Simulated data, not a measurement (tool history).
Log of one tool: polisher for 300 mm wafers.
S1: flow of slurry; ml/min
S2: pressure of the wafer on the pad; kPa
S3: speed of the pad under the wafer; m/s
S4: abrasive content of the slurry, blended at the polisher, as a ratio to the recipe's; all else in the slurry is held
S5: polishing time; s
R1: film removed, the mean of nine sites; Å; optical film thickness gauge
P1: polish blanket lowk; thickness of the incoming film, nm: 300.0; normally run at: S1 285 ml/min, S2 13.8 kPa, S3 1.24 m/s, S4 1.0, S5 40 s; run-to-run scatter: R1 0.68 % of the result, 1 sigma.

run	hour	S1	S2	S3	S4	S5	R1
1	13.5	285	13.8	1.24	1.0	40	184.170
2	23.8	285	13.8	1.24	1.0	59	270.410
# hour 29.3: conditioning disc replaced and pad reconditioned
3	36.4	285	13.8	0.60	1.0	27	69.739
4	49.6	285	13.8	1.24	1.0	40	184.710
5	59.7	285	13.8	1.24	1.0	40	184.160
6	70.8	170	13.8	1.24	1.0	40	173.230
7	79.5	285	13.8	1.24	1.0	19	86.879
8	87.6	285	8.3	1.24	1.0	40	110.230
9	97.7	285	13.8	1.24	0.5	40	127.660
10	111.7	450	13.8	1.24	1.0	40	188.010
11	124.6	285	13.8	1.24	1.0	40	182.850
12	137.4	285	13.8	1.24	1.4	40	209.300
13	149.7	285	13.8	1.24	1.0	40	185.680
14	157.4	285	19.3	1.24	1.0	40	258.850
15	164.5	285	13.8	1.68	1.0	40	231.770

Forecast run 16:
16	172.8	285	13.8	0.66	1.0	40	?

R1: 111.810 Å

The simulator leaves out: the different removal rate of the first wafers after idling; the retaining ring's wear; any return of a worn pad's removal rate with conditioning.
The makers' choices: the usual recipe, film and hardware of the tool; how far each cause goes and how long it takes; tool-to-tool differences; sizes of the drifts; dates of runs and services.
